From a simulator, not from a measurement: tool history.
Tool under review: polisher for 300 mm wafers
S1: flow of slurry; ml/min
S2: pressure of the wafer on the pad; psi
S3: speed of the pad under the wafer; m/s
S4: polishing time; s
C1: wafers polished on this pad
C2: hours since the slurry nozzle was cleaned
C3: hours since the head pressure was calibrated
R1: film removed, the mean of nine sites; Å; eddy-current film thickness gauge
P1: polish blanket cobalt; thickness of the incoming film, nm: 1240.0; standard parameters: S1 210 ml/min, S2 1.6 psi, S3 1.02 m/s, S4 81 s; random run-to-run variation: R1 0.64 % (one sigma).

Run 1, day 0.429: S1 210 ml/min, S2 1.6 psi, S3 1.02 m/s, S4 81 s; C1 596; C2 95.3; C3 508.8. Result: R1 3368.30 Å.
Run 2, day 0.783: S1 210 ml/min, S2 1.6 psi, S3 0.52 m/s, S4 81 s; C1 669; C2 103.8; C3 517.3. Result: R1 1712.60 Å.
Run 3, day 1.112: S1 210 ml/min, S2 1.0 psi, S3 1.02 m/s, S4 101 s; C1 736; C2 111.7; C3 525.2. Result: R1 2619.40 Å.
Run 4, day 1.471: S1 210 ml/min, S2 1.6 psi, S3 1.30 m/s, S4 81 s; C1 810; C2 120.3; C3 533.8. Result: R1 4286.40 Å.
At day 1.696: slurry nozzle cleaned.
Run 5, day 1.883: S1 210 ml/min, S2 1.6 psi, S3 1.02 m/s, S4 44 s; C1 894; C2 4.5; C3 543.7. Result: R1 1830.30 Å.
Run 6, day 2.250: S1 145 ml/min, S2 1.6 psi, S3 0.64 m/s, S4 81 s; C1 969; C2 13.3; C3 552.5. Result: R1 1998.10 Å.
Run 7, day 2.746: S1 125 ml/min, S2 1.6 psi, S3 1.02 m/s, S4 81 s; C1 1071; C2 25.2; C3 564.4. Result: R1 3027.40 Å.
Run 8, day 3.246: S1 210 ml/min, S2 1.1 psi, S3 1.02 m/s, S4 81 s; C1 1173; C2 37.2; C3 576.4. Result: R1 2307.30 Å.
Run 9, day 3.667: S1 210 ml/min, S2 1.6 psi, S3 1.02 m/s, S4 81 s; C1 1259; C2 47.3; C3 586.5. Result: R1 3362.20 Å.
Run 10, day 3.917: S1 210 ml/min, S2 1.6 psi, S3 1.02 m/s, S4 108 s; C1 1311; C2 53.3; C3 592.5. Result: R1 4445.90 Å.
Run 11, day 4.146: S1 210 ml/min, S2 2.4 psi, S3 1.02 m/s, S4 81 s; C1 1358; C2 58.8; C3 598.0. Result: R1 5046.90 Å.
Run 12, day 4.458: S1 210 ml/min, S2 1.6 psi, S3 1.02 m/s, S4 81 s; C1 1422; C2 66.3; C3 605.5. Result: R1 3326.90 Å.
Run 13, day 4.771: S1 310 ml/min, S2 1.6 psi, S3 1.02 m/s, S4 81 s; C1 1486; C2 73.8; C3 613.0. Result: R1 3492.00 Å.
Run 14, day 5.117: S1 210 ml/min, S2 1.6 psi, S3 1.02 m/s, S4 81 s; C1 1556; C2 82.1; C3 621.3. Result: R1 3310.00 Å.
Run 15, day 5.438: S1 210 ml/min, S2 0.7 psi, S3 0.50 m/s, S4 81 s; C1 1622; C2 89.8; C3 629.0. Result: R1 713.32 Å.
Run 16, day 5.779: S1 210 ml/min, S2 1.6 psi, S3 1.02 m/s, S4 81 s; C1 1692; C2 98.0; C3 637.2. Result: R1 3342.10 Å.
Run 17, day 6.083: S1 210 ml/min, S2 1.6 psi, S3 1.02 m/s, S4 81 s; C1 1754; C2 105.3; C3 644.5. Result: R1 3381.30 Å.
Run 18, day 6.333: S1 210 ml/min, S2 1.6 psi, S3 1.02 m/s, S4 81 s; C1 1806; C2 111.3; C3 650.5. Result: R1 3274.00 Å.
Run 19, day 6.617: S1 210 ml/min, S2 1.6 psi, S3 1.02 m/s, S4 81 s; C1 1864; C2 118.1; C3 657.3. Result: R1 3303.60 Å.
Run 20, day 7.058: S1 210 ml/min, S2 1.6 psi, S3 1.02 m/s, S4 81 s; C1 1954; C2 128.7; C3 667.9. Result: R1 3239.90 Å.
Run 21, day 7.346: S1 210 ml/min, S2 1.6 psi, S3 1.02 m/s, S4 81 s; C1 2013; C2 135.6; C3 674.8. Result: R1 3205.00 Å.
Run 22, day 7.662: S1 210 ml/min, S2 1.6 psi, S3 1.02 m/s, S4 81 s; C1 2078; C2 143.2; C3 682.4. Result: R1 3234.00 Å.
Run 23, day 8.033: S1 210 ml/min, S2 1.6 psi, S3 1.02 m/s, S4 81 s; C1 2154; C2 152.1; C3 691.3. Result: R1 3211.50 Å.
At day 8.312: head pressure recalibrated.
Run 24, day 8.421: S1 210 ml/min, S2 1.6 psi, S3 1.02 m/s, S4 81 s; C1 2233; C2 161.4; C3 2.6. Result: R1 3204.50 Å.
Run 25, day 8.788: S1 210 ml/min, S2 1.6 psi, S3 1.02 m/s, S4 81 s; C1 2308; C2 170.2; C3 11.4. Result: R1 3212.50 Å.
Run 26, day 9.162: S1 210 ml/min, S2 1.6 psi, S3 1.02 m/s, S4 81 s; C1 2385; C2 179.2; C3 20.4. Result: R1 3188.10 Å.
Run 27, day 9.567: S1 210 ml/min, S2 1.6 psi, S3 1.02 m/s, S4 81 s; C1 2468; C2 188.9; C3 30.1. Result: R1 3187.40 Å.

Run 28 has not been measured yet. What should we expect?
Run 28, day 9.825: S1 210 ml/min, S2 1.6 psi, S3 1.02 m/s, S4 81 s; C1 2521; C2 195.1; C3 36.3. Result: R1 ?.

{"run 28": {"R1": 3194.3}}

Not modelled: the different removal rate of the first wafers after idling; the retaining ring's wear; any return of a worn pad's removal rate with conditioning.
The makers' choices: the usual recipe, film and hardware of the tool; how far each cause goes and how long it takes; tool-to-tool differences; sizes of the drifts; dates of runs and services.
